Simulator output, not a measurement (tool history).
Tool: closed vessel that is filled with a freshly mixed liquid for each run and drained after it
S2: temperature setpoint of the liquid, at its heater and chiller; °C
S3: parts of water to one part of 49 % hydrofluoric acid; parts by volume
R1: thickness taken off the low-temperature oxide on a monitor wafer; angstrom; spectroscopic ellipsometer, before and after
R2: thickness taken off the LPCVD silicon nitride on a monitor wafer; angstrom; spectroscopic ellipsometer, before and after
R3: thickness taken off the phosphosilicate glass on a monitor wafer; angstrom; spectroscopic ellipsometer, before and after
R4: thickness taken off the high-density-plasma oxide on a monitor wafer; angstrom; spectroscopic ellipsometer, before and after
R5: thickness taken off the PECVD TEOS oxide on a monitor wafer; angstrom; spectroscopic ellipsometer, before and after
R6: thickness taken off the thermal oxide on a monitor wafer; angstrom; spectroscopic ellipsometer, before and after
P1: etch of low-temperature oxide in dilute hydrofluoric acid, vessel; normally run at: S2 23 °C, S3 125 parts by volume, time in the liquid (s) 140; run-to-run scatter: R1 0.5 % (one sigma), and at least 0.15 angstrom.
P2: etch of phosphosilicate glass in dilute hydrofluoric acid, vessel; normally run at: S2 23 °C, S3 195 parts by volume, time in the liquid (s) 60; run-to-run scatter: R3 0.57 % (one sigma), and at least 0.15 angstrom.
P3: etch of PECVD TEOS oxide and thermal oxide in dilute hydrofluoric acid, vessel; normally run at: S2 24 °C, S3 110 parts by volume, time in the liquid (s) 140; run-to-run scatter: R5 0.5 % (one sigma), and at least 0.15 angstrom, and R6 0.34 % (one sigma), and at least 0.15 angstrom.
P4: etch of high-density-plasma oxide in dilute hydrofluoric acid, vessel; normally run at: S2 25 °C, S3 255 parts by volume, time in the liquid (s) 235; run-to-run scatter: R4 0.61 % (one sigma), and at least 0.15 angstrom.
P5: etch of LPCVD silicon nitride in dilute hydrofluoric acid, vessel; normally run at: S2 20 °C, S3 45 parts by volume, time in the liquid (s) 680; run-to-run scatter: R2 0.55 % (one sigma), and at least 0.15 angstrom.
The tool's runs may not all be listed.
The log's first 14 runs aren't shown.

run 15 hour=185.1 | process_that_ran=P3 S2=24 S3=110 time_in_the_liquid_(s)=140 | R5=357.87 R6=56.53
run 16 hour=193.9 | process_that_ran=P4 S2=25 S3=420 time_in_the_liquid_(s)=235 | R4=21.217
run 17 hour=207.9 | process_that_ran=P3 S2=31.5 S3=110 time_in_the_liquid_(s)=140 | R5=475.51 R6=75.476
run 18 hour=218.5 | process_that_ran=P1 S2=18.5 S3=125 time_in_the_liquid_(s)=140 | R1=146.28
run 19 hour=236 | process_that_ran=P3 S2=24 S3=110 time_in_the_liquid_(s)=140 | R5=359.98 R6=56.452
run 20 hour=243.7 | process_that_ran=P1 S2=23 S3=125 time_in_the_liquid_(s)=75 | R1=93.733
run 21 hour=255.2 | process_that_ran=P5 S2=25.5 S3=45 time_in_the_liquid_(s)=680 | R2=87.972
run 22 hour=263.2 | process_that_ran=P2 S2=23 S3=195 time_in_the_liquid_(s)=105 | R3=599.54
run 23 hour=271.5 | process_that_ran=P3 S2=24 S3=110 time_in_the_liquid_(s)=250 | R5=637.21 R6=100.66
run 24 hour=281.9 | process_that_ran=P5 S2=20 S3=45 time_in_the_liquid_(s)=1000 | R2=89.656
run 25 hour=289.4 | process_that_ran=P1 S2=23 S3=210 time_in_the_liquid_(s)=140 | R1=94.006
run 26 hour=296.9 | process_that_ran=P5 S2=20 S3=45 time_in_the_liquid_(s)=680 | R2=60.897
run 27 hour=306 | process_that_ran=P1 S2=23 S3=125 time_in_the_liquid_(s)=140 | R1=176.5
run 28 hour=321.1 | process_that_ran=P1 S2=26.5 S3=125 time_in_the_liquid_(s)=140 | R1=201.34
run 29 hour=338.2 | process_that_ran=P1 S2=23 S3=165 time_in_the_liquid_(s)=275 | R1=249.9
run 30 hour=348.6 | process_that_ran=P4 S2=25 S3=255 time_in_the_liquid_(s)=455 | R4=80.854
run 31 hour=365 | process_that_ran=P1 S2=23 S3=125 time_in_the_liquid_(s)=140 | R1=174.13
run 32 hour=372.6 | process_that_ran=P1 S2=23 S3=125 time_in_the_liquid_(s)=140 | R1=168.55
run 33 hour=380.8 | process_that_ran=P1 S2=23 S3=125 time_in_the_liquid_(s)=140 | R1=166.75

The next listed run, before its measurement:
run 34 hour=393.1 | process_that_ran=P1 S2=23 S3=125 time_in_the_liquid_(s)=140 | R1=?

Run 34 gave R1 163.38 angstrom.

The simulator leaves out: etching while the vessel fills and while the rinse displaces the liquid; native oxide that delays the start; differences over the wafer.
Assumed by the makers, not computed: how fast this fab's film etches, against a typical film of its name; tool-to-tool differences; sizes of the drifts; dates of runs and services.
